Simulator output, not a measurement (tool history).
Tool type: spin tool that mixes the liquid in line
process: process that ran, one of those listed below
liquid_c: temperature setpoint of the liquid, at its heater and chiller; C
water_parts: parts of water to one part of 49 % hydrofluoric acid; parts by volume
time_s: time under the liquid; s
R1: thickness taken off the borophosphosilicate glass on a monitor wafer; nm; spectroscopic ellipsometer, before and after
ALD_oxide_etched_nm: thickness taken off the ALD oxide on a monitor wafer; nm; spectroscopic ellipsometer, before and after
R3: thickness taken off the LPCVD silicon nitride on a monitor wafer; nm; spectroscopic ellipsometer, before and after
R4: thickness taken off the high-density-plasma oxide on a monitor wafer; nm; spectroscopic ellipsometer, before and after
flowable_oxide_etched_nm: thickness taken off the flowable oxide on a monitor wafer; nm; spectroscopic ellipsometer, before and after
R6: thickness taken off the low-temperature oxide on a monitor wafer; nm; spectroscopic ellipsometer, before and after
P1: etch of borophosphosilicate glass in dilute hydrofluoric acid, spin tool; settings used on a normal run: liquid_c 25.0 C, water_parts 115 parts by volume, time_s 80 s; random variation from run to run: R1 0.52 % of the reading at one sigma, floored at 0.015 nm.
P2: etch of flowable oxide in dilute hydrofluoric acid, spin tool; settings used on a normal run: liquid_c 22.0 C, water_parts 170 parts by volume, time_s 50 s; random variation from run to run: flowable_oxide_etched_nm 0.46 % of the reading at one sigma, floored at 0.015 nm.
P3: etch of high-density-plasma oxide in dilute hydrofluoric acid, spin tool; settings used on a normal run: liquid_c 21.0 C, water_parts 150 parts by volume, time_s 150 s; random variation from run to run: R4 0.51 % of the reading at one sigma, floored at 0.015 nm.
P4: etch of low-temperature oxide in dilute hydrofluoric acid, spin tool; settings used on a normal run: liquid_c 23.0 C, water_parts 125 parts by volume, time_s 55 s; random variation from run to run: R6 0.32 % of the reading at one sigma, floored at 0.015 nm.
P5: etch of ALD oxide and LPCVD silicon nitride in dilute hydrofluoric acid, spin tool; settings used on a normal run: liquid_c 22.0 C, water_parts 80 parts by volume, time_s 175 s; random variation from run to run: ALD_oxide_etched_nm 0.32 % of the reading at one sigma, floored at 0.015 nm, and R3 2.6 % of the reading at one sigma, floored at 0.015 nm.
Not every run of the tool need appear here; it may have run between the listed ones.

{"run": 1, "hour": 7.5, "process": "P1", "liquid_c": 25.0, "water_parts": 115, "time_s": 80, "R1": 41.528}
{"run": 2, "hour": 13.5, "process": "P5", "liquid_c": 22.0, "water_parts": 80, "time_s": 25, "ALD_oxide_etched_nm": 4.5502, "R3": 0.11353}
{"run": 3, "hour": 21.3, "process": "P3", "liquid_c": 21.0, "water_parts": 95, "time_s": 150, "R4": 9.6192}
{"run": 4, "hour": 25.4, "process": "P1", "liquid_c": 18.5, "water_parts": 115, "time_s": 80, "R1": 31.726}
{"run": 5, "hour": 30.1, "process": "P5", "liquid_c": 22.0, "water_parts": 35, "time_s": 175, "ALD_oxide_etched_nm": 77.42, "R3": 1.8161}
{"run": 6, "hour": 35.3, "process": "P2", "liquid_c": 22.0, "water_parts": 50, "time_s": 50, "flowable_oxide_etched_nm": 39.477}
{"run": 7, "hour": 42.0, "process": "P1", "liquid_c": 31.5, "water_parts": 115, "time_s": 15, "R1": 9.924}
{"run": 8, "hour": 47.1, "process": "P1", "liquid_c": 25.0, "water_parts": 175, "time_s": 80, "R1": 25.451}
{"run": 9, "hour": 53.3, "process": "P5", "liquid_c": 22.0, "water_parts": 80, "time_s": 175, "ALD_oxide_etched_nm": 32.024, "R3": 0.81481}
{"run": 10, "hour": 60.7, "process": "P1", "liquid_c": 25.0, "water_parts": 115, "time_s": 35, "R1": 18.032}
{"run": 11, "hour": 65.1, "process": "P4", "liquid_c": 23.0, "water_parts": 125, "time_s": 20, "R6": 2.2333}
{"run": 12, "hour": 70.0, "process": "P4", "liquid_c": 23.0, "water_parts": 125, "time_s": 55, "R6": 6.0456}
{"run": 13, "hour": 73.5, "process": "P1", "liquid_c": 25.0, "water_parts": 55, "time_s": 140, "R1": 164.73}
{"run": 14, "hour": 78.4, "process": "P4", "liquid_c": 27.0, "water_parts": 125, "time_s": 55, "R6": 7.0715}
{"run": 15, "hour": 83.6, "process": "P5", "liquid_c": 29.5, "water_parts": 80, "time_s": 175, "ALD_oxide_etched_nm": 43.094, "R3": 1.2554}
{"run": 16, "hour": 91.4, "process": "P3", "liquid_c": 17.0, "water_parts": 150, "time_s": 150, "R4": 4.8779}
{"run": 17, "hour": 95.5, "process": "P1", "liquid_c": 31.5, "water_parts": 115, "time_s": 80, "R1": 52.763}
{"run": 18, "hour": 101.9, "process": "P3", "liquid_c": 21.0, "water_parts": 150, "time_s": 150, "R4": 5.702}
{"run": 19, "hour": 107.0, "process": "P1", "liquid_c": 25.0, "water_parts": 115, "time_s": 80, "R1": 40.949}
{"run": 20, "hour": 112.6, "process": "P4", "liquid_c": 23.0, "water_parts": 205, "time_s": 55, "R6": 3.4296}
{"run": 21, "hour": 116.2, "process": "P1", "liquid_c": 25.0, "water_parts": 115, "time_s": 80, "R1": 41.382}
{"run": 22, "hour": 123.9, "process": "P2", "liquid_c": 22.0, "water_parts": 170, "time_s": 50, "flowable_oxide_etched_nm": 10.086}
{"run": 23, "hour": 130.4, "process": "P2", "liquid_c": 22.0, "water_parts": 170, "time_s": 85, "flowable_oxide_etched_nm": 17.077}
{"run": 24, "hour": 136.6, "process": "P1", "liquid_c": 25.0, "water_parts": 65, "time_s": 80, "R1": 77.939}
{"run": 25, "hour": 144.2, "process": "P3", "liquid_c": 21.0, "water_parts": 150, "time_s": 150, "R4": 5.7806}
{"run": 26, "hour": 148.8, "process": "P1", "liquid_c": 25.0, "water_parts": 115, "time_s": 80, "R1": 41.21}

What does the tool deliver on the next run?
{"run": 27, "hour": 153.2, "process": "P2", "liquid_c": 22.0, "water_parts": 170, "time_s": 50, "flowable_oxide_etched_nm": "?"}

flowable_oxide_etched_nm: 10.069 nm
